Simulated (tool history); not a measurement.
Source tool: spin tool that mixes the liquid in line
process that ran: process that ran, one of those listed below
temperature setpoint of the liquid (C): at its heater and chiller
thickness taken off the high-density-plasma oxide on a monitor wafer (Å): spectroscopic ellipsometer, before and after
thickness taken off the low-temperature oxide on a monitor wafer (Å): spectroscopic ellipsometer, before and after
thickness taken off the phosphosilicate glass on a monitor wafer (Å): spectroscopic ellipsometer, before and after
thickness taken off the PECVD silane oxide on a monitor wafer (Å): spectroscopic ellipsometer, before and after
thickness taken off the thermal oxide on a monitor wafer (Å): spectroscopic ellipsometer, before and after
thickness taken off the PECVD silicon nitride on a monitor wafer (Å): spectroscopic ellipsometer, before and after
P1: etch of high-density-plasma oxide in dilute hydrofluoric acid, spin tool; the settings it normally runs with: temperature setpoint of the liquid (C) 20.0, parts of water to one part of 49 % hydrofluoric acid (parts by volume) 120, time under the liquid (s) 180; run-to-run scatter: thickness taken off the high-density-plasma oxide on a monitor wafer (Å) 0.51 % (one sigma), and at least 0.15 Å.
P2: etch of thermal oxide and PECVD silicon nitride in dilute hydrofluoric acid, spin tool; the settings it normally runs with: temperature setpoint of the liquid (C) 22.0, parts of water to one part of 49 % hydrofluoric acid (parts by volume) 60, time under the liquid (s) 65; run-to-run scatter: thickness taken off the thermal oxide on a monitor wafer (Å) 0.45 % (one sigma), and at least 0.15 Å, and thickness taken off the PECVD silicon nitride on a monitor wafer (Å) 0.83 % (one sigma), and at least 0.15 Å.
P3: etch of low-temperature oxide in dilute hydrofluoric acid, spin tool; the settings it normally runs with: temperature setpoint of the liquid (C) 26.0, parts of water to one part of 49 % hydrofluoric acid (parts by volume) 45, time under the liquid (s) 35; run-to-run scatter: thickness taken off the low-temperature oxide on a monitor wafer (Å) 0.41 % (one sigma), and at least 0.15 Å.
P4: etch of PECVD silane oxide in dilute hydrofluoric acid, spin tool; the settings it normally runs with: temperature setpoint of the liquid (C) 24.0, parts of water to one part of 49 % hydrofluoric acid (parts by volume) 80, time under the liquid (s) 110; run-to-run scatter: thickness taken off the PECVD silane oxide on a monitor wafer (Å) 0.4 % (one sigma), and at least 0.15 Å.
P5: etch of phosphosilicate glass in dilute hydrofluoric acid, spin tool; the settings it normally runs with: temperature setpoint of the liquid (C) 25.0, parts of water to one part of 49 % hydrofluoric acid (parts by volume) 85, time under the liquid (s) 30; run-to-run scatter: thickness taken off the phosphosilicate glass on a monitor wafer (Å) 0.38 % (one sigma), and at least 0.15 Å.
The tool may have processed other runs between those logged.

run,day,process that ran,temperature setpoint of the liquid (C),parts of water to one part of 49 % hydrofluoric acid (parts by volume),time under the liquid (s),hours since the thermometer was replaced,hours since the hydrofluoric acid flow meter was replaced,thickness taken off the high-density-plasma oxide on a monitor wafer (Å),thickness taken off the low-temperature oxide on a monitor wafer (Å),thickness taken off the phosphosilicate glass on a monitor wafer (Å),thickness taken off the PECVD silane oxide on a monitor wafer (Å),thickness taken off the thermal oxide on a monitor wafer (Å),thickness taken off the PECVD silicon nitride on a monitor wafer (Å)
1,0.183,P1,20.0,120,180,157.1,821.5,66.131,,,,,
2,0.375,P1,26.0,120,180,161.7,826.1,83.165,,,,,
3,0.471,P3,26.0,45,65,164.0,828.4,,176.330,,,,
4,0.629,P1,20.0,120,180,167.8,832.2,66.077,,,,,
5,0.729,P5,25.0,85,30,170.2,834.6,,,420.87,,,
6,0.858,P5,33.0,85,30,173.3,837.7,,,572.35,,,
7,1.033,P4,18.5,80,110,177.5,841.9,,,,244.260,,
8,1.133,P4,24.0,80,110,179.9,844.3,,,,303.150,,
9,1.321,P1,17.0,120,180,184.4,848.8,58.175,,,,,
10,1.442,P1,20.0,120,180,187.3,851.7,65.525,,,,,
11,1.646,P2,22.0,60,65,192.2,856.6,,,,,48.512,24.976
12,1.754,P1,20.0,120,100,194.8,859.2,36.955,,,,,
13,1.954,P2,22.0,30,65,199.6,864.0,,,,,101.020,48.725
14,2.108,P2,17.0,60,65,203.3,867.7,,,,,39.365,17.384
15,2.233,P5,25.0,85,15,206.3,870.7,,,210.98,,,
16,2.362,P1,20.0,120,285,209.4,873.8,103.700,,,,,
17,2.525,P1,20.0,25,180,213.3,877.7,352.830,,,,,
18,2.662,P1,23.5,25,180,216.6,881.0,408.870,,,,,
# day 2.738: thermometer replaced
19,2.800,P1,20.0,220,180,1.6,884.3,32.483,,,,,
20,2.996,P3,29.5,45,35,6.3,889.0,,109.590,,,,
21,3.175,P3,26.0,45,35,10.6,893.3,,94.871,,,,
22,3.362,P1,20.0,120,180,15.1,897.8,65.756,,,,,
23,3.562,P5,25.0,25,30,19.9,902.6,,,1557.30,,,
24,3.662,P1,20.0,120,180,22.3,905.0,65.150,,,,,
25,3.846,P2,22.0,60,120,26.7,909.4,,,,,89.083,45.969
26,3.996,P1,20.0,120,180,30.3,913.0,66.051,,,,,
27,4.196,P4,24.0,80,15,35.1,917.8,,,,41.852,,
28,4.296,P4,24.0,20,110,37.5,920.2,,,,1326.800,,
29,4.475,P3,26.0,20,35,41.8,924.5,,221.010,,,,
30,4.625,P1,20.0,120,180,45.4,928.1,65.528,,,,,
31,4.775,P1,20.0,120,180,49.0,931.7,68.115,,,,,
32,4.942,P1,20.0,120,180,53.0,935.7,69.001,,,,,
33,5.104,P1,20.0,120,180,56.9,939.6,70.228,,,,,
34,5.217,P1,20.0,120,180,59.6,942.3,70.407,,,,,
35,5.325,P1,20.0,120,180,62.2,944.9,70.321,,,,,
36,5.492,P1,20.0,120,180,66.2,948.9,71.179,,,,,
37,5.646,P1,20.0,120,180,69.9,952.6,71.288,,,,,
38,5.812,P1,20.0,120,180,73.9,956.6,71.016,,,,,
39,5.996,P1,20.0,120,180,78.3,961.0,70.793,,,,,

What P1 gives has crept off from where it sat before. The 2 causes that follow fit the log equally well, each at the size noted:
A: hydrofluoric acid flow above the setpoint (%) = 7.15
B: liquid hotter than its thermometer reads (K) = 1.94
The gradual shift began around day 4.625.

Of the 4 check runs below, each run on 2 wafers with the results averaged and each result still a question mark, which one would tell the listed causes apart?
check 1,6.179,P2,22.0,60,65,,,,,,,?,?
check 2,6.179,P3,26.0,45,35,,,,?,,,,
check 3,6.179,P5,25.0,85,30,,,,,?,,,
check 4,6.179,P4,24.0,80,110,,,,,,?,,

What every check run would give for each of its results, assuming each possible cause in turn:
check,result,if A,if B
check 1,thickness taken off the thermal oxide on a monitor wafer (Å),52.129,52.436
check 1,thickness taken off the PECVD silicon nitride on a monitor wafer (Å),26.717,28.476
check 2,thickness taken off the low-temperature oxide on a monitor wafer (Å),102.020,102.540
check 3,thickness taken off the phosphosilicate glass on a monitor wafer (Å),453.72,453.73
check 4,thickness taken off the PECVD silane oxide on a monitor wafer (Å),329.690,330.180
Gap, in per cent, between the two causes that each check separates least, read from the result that separates them most: check 1 6.38 %; check 2 0.51 %; check 3 0 %; check 4 0.15 %
The causes can be told apart only by check 1. The other checks would give nearly the same results under each of them.

Then check 1 was run and gave: thickness taken off the thermal oxide on a monitor wafer (Å) 52.421; thickness taken off the PECVD silicon nitride on a monitor wafer (Å) 28.310. Which cause is it?

B is the cause: liquid hotter than its thermometer reads (K).

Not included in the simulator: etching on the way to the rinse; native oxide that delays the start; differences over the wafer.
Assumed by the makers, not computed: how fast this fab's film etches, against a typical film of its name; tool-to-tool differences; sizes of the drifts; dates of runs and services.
